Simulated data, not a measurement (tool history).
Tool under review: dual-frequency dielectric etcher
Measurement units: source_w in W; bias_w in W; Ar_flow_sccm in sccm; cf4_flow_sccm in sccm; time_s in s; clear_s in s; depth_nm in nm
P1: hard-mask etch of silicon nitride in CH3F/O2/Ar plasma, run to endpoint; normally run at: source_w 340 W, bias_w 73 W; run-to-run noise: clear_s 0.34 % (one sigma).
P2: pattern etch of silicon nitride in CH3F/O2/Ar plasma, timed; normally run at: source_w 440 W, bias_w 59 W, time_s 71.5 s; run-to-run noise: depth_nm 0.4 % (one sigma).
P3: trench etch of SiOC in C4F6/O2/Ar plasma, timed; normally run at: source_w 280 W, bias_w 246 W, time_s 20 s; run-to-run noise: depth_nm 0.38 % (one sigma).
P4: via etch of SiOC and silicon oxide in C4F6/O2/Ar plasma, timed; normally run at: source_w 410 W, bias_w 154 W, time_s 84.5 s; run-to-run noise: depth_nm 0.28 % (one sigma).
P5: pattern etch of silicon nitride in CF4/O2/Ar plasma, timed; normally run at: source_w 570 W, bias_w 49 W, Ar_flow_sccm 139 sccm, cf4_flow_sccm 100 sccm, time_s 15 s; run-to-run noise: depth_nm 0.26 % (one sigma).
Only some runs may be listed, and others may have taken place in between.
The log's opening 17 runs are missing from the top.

run,hour,process,source_w,bias_w,Ar_flow_sccm,cf4_flow_sccm,time_s,clear_s,depth_nm
# hour 132.8: bias power generator calibrated
18,133.7,P4,410,154,,,84.5,,90.147
19,138.7,P2,440,59,,,39.5,,26.791
20,148.5,P1,340,73,,,,68.978,
21,158.3,P4,410,154,,,84.5,,89.826
22,165.9,P1,260,56,,,,83.561,
23,176,P2,440,59,,,71.5,,48.563
24,183.2,P3,200,246,,,20,,35.493
25,193,P1,340,73,,,,68.529,
26,202.1,P1,340,73,,,,68.896,
27,212.6,P1,450,73,,,,61.753,

What does the tool deliver on the next run?
28,217.3,P2,440,78,,,71.5,,?

{"run 28": {"depth_nm": 53.525}}
